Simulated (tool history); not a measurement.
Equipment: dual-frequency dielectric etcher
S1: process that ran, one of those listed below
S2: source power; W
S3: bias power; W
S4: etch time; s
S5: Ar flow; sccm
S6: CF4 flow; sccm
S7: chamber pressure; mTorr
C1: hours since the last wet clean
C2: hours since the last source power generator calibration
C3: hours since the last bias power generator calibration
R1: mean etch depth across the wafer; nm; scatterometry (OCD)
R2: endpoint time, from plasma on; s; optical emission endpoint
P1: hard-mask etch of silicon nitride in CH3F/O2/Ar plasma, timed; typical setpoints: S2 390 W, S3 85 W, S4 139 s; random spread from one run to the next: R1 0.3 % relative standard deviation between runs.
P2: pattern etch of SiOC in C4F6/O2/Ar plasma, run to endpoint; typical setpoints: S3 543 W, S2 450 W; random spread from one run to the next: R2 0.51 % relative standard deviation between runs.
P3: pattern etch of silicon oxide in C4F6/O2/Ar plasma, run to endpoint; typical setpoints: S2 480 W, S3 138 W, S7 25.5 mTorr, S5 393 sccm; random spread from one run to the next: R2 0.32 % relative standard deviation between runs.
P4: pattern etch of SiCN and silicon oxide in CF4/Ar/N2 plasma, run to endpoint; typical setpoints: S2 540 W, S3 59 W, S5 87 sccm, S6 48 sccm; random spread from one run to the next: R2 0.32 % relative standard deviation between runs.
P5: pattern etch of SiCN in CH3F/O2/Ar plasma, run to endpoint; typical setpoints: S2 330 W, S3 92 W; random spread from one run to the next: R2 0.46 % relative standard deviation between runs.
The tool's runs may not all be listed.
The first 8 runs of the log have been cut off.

Run 9, day 3.717: S1 P1, S2 390 W, S3 85 W, S4 139 s; C1 176.3; C2 1311.1; C3 1542.1. Result: R1 104.12 nm.
Run 10, day 4.012: S1 P3, S2 480 W, S3 138 W, S5 491 sccm, S7 25.5 mTorr; C1 183.4; C2 1318.2; C3 1549.2. Result: R2 14.594 s.
Run 11, day 4.433: S1 P3, S2 660 W, S3 138 W, S5 393 sccm, S7 25.5 mTorr; C1 193.5; C2 1328.3; C3 1559.3. Result: R2 12.597 s.
Run 12, day 4.762: S1 P4, S2 540 W, S3 59 W, S5 87 sccm, S6 36 sccm; C1 201.4; C2 1336.2; C3 1567.2. Result: R2 14.609 s.
Run 13, day 5.05: S1 P3, S2 480 W, S3 181 W, S5 393 sccm, S7 25.5 mTorr; C1 208.3; C2 1343.1; C3 1574.1. Result: R2 13.08 s.
Run 14, day 5.538: S1 P1, S2 390 W, S3 85 W, S4 139 s; C1 220; C2 1354.8; C3 1585.8. Result: R1 104.14 nm.
Run 15, day 5.804: S1 P5, S2 330 W, S3 92 W; C1 226.4; C2 1361.2; C3 1592.2. Result: R2 18.332 s.
Run 16, day 6.092: S1 P1, S2 390 W, S3 85 W, S4 139 s; C1 233.3; C2 1368.1; C3 1599.1. Result: R1 104.16 nm.
At day 6.2: bias power generator calibrated.
Run 17, day 6.354: S1 P5, S2 330 W, S3 92 W; C1 239.6; C2 1374.4; C3 3.7. Result: R2 18.242 s.
Run 18, day 6.825: S1 P5, S2 420 W, S3 92 W; C1 250.9; C2 1385.7; C3 15. Result: R2 16.832 s.
Run 19, day 7.088: S1 P3, S2 480 W, S3 138 W, S5 393 sccm, S7 25.5 mTorr; C1 257.2; C2 1392; C3 21.3. Result: R2 14.194 s.
Run 20, day 7.492: S1 P2, S2 450 W, S3 543 W; C1 266.9; C2 1401.7; C3 31. Result: R2 9.3357 s.
Run 21, day 7.9: S1 P4, S2 540 W, S3 59 W, S5 87 sccm, S6 48 sccm; C1 276.7; C2 1411.5; C3 40.8. Result: R2 13.95 s.
Run 22, day 8.379: S1 P4, S2 710 W, S3 59 W, S5 87 sccm, S6 48 sccm; C1 288.2; C2 1423; C3 52.3. Result: R2 10.904 s.
Run 23, day 8.771: S1 P1, S2 390 W, S3 58 W, S4 139 s; C1 297.6; C2 1432.4; C3 61.7. Result: R1 91.588 nm.
Run 24, day 9.025: S1 P1, S2 390 W, S3 85 W, S4 76.5 s; C1 303.7; C2 1438.5; C3 67.8. Result: R1 57.163 nm.
Run 25, day 9.3: S1 P3, S2 480 W, S3 138 W, S5 393 sccm, S7 31.5 mTorr; C1 310.3; C2 1445.1; C3 74.4. Result: R2 14.564 s.
Run 26, day 9.538: S1 P1, S2 390 W, S3 106 W, S4 139 s; C1 316; C2 1450.8; C3 80.1. Result: R1 112.44 nm.
Run 27, day 9.817: S1 P5, S2 330 W, S3 55 W; C1 322.7; C2 1457.5; C3 86.8. Result: R2 21.875 s.
Run 28, day 10.079: S1 P1, S2 390 W, S3 85 W, S4 139 s; C1 329; C2 1463.8; C3 93.1. Result: R1 104.83 nm.
Run 29, day 10.421: S1 P1, S2 390 W, S3 101 W, S4 180 s; C1 337.2; C2 1472; C3 101.3. Result: R1 143.59 nm.
Run 30, day 10.846: S1 P1, S2 460 W, S3 85 W, S4 139 s; C1 347.4; C2 1482.2; C3 111.5. Result: R1 111.02 nm.
Run 31, day 11.096: S1 P1, S2 390 W, S3 85 W, S4 139 s; C1 353.4; C2 1488.2; C3 117.5. Result: R1 104.67 nm.
Run 32, day 11.317: S1 P1, S2 390 W, S3 85 W, S4 139 s; C1 358.7; C2 1493.5; C3 122.8. Result: R1 104.06 nm.
Run 33, day 11.783: S1 P1, S2 390 W, S3 85 W, S4 139 s; C1 369.9; C2 1504.7; C3 134. Result: R1 103.6 nm.

Run 34 comes next. What will it give?
Run 34, day 12.029: S1 P1, S2 390 W, S3 85 W, S4 139 s; C1 375.8; C2 1510.6; C3 139.9. Result: R1 ?.

R1: 102.83 nm
